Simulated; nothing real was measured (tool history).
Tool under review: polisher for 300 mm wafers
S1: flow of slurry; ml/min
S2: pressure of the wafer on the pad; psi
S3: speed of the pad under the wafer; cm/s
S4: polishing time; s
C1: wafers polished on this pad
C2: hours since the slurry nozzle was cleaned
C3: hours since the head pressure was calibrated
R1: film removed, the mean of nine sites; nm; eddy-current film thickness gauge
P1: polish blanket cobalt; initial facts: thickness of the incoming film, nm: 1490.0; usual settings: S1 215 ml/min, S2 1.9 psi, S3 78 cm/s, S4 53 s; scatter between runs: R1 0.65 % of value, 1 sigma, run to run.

run   hour   S1   S2   S3  S4    C1     C2     C3       R1
  1    6.4  215  1.9   78  53   631  229.0  236.3  168.680
  2   17.2  215  1.9   78  53   791  239.8  247.1  166.870
  3   26.5  215  1.9   78  24   929  249.1  256.4   75.144
  4   33.9  140  1.9  102  53  1038  256.5  263.8  205.090
      34.2  -- worn pad replaced by a new one
  5   45.9  215  1.9   78  53   174  268.5  275.8  166.900
  6   58.4  215  0.9   78  53   359  281.0  288.3   78.700
  7   66.2  215  1.9  124  53   475  288.8  296.1  263.330
  8   76.8  215  1.9  122  24   632  299.4  306.7  117.620
  9   87.4  285  1.9   78  53   789  310.0  317.3  171.900
 10   93.6  215  1.9   58  53   880  316.2  323.5  124.020
 11  101.5  215  1.9   78  53   997  324.1  331.4  165.270
 12  114.6  290  1.9  120  53  1191  337.2  344.5  264.150
 13  120.7  215  1.9   78  68  1282  343.3  350.6  213.200
 14  127.7  130  1.9   78  53  1385  350.3  357.6  152.900

Run 15 is up next; what results do you expect?
 15  137.1  215  1.9  78  53  1524  359.7  367.0   ?

Run 15 gave R1 167.110 nm.
